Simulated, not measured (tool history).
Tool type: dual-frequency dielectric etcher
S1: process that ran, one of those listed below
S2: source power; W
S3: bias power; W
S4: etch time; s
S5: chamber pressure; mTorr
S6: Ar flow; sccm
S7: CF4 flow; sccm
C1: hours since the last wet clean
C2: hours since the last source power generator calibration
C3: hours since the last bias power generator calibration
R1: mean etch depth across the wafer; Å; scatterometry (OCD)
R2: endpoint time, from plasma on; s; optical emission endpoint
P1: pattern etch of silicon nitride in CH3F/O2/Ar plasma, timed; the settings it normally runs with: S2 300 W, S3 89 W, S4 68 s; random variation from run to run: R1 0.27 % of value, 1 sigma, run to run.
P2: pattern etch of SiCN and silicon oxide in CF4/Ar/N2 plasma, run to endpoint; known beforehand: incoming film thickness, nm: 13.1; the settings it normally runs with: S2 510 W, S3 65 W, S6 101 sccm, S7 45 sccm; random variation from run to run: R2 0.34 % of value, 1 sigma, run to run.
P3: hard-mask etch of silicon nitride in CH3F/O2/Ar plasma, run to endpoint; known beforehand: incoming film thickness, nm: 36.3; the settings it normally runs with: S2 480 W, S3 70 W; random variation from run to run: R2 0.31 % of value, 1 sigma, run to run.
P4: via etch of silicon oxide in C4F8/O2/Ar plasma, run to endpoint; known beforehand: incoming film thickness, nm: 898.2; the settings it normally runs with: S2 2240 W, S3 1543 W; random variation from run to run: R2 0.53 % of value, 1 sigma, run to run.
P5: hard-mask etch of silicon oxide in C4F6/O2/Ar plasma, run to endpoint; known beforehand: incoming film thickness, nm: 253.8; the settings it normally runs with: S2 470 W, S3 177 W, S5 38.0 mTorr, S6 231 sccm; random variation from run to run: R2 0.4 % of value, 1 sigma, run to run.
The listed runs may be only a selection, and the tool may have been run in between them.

run   hour  S1    S2    S3  S4    S5   S6  S7     C1      C2      C3      R1       R2
  1   18.8  P1   300    89  68                 134.8  3182.3   856.7  462.53
  2   35.6  P1   300    89  68                 151.6  3199.1   873.5  462.36
  3   51.5  P1   300    89  49                 167.5  3215.0   889.4  332.98
  4   68.7  P1   300   117  68                 184.7  3232.2   906.6  511.39
  5   83.3  P1   300    89  68                 199.3  3246.8   921.2  461.59
  6   99.5  P3   670    70                     215.5  3263.0   937.4           43.891
  7  113.1  P4  2240  2170                     229.1  3276.6   951.0          160.610
  8  132.0  P5   470   177      30.5  231      248.0  3295.5   969.9           73.979
  9  142.1  P3   480    70                     258.1  3305.6   980.0           49.677
 10  152.6  P1   300    89  87                 268.6  3316.1   990.5  591.02
 11  166.1  P5   470   177      38.0  231      282.1  3329.6  1004.0           75.933
 12  176.8  P2   510    65            101  45  292.8  3340.3  1014.7           15.560
 13  190.6  P3   480    70                     306.6  3354.1  1028.5           50.217
     197.9  -- bias power generator calibrated
 14  203.3  P5   470   124      38.0  231      319.3  3366.8     5.5           84.088
 15  211.7  P1   220    89  68                 327.7  3375.2    13.9  414.02
 16  223.1  P5   470   177      38.0  300      339.1  3386.6    25.3           78.030
 17  234.1  P2   510    65            129  45  350.1  3397.6    36.3           16.018
 18  243.5  P1   300    89  68                 359.5  3407.0    45.7  460.87
 19  252.9  P4  1430  1543                     368.9  3416.4    55.1          215.390
 20  265.5  P3   480    97                     381.5  3429.0    67.7           44.357
 21  278.2  P1   300    72  68                 394.2  3441.7    80.4  428.65

Run 22, settings as shown, results not yet in. Your forecast:
 22  291.7  P1  300  89  68              407.7  3455.2  93.9   ?

{"run 22": {"R1": 459.84}}
